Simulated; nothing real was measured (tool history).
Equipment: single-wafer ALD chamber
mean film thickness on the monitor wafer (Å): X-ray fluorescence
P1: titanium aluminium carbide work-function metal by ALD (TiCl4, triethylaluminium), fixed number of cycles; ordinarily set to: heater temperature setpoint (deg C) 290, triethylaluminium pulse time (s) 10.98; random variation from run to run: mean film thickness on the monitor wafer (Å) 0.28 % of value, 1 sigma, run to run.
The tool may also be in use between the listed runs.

| run | day | heater temperature setpoint (deg C) | triethylaluminium pulse time (s) | hours since the last thermocouple change | hours since the last triethylaluminium bottle change | mean film thickness on the monitor wafer (Å) |
|---|---|---|---|---|---|---|
| 1 | 0.300 | 290 | 10.98 | 521.0 | 571.3 | 18.834 |
| 2 | 0.688 | 313 | 10.98 | 530.3 | 580.6 | 20.827 |
| 3 | 1.150 | 290 | 4.82 | 541.4 | 591.7 | 15.617 |
| 4 | 1.371 | 290 | 10.98 | 546.7 | 597.0 | 18.877 |
| 5 | 1.671 | 290 | 10.98 | 553.9 | 604.2 | 18.802 |
| 6 | 2.129 | 290 | 10.98 | 564.9 | 615.2 | 18.824 |
| 7 | 2.512 | 290 | 17.76 | 574.1 | 624.4 | 19.285 |
| 8 | 2.750 | 290 | 10.98 | 579.8 | 630.1 | 18.798 |
| 9 | 3.229 | 273 | 10.98 | 591.3 | 641.6 | 17.380 |
| 10 | 3.667 | 269 | 8.02 | 601.8 | 652.1 | 16.395 |
| 11 | 3.933 | 290 | 10.98 | 608.2 | 658.5 | 18.780 |
| 12 | 4.250 | 290 | 10.98 | 615.8 | 666.1 | 18.783 |
| 13 | 4.600 | 290 | 10.98 | 624.2 | 674.5 | 18.708 |
| 14 | 5.042 | 290 | 10.98 | 634.8 | 685.1 | 18.487 |

Run 15, settings as shown, results not yet in. Your forecast:
| 15 | 5.275 | 290 | 10.98 | 640.4 | 690.7 | ? |

mean film thickness on the monitor wafer (Å): 18.430
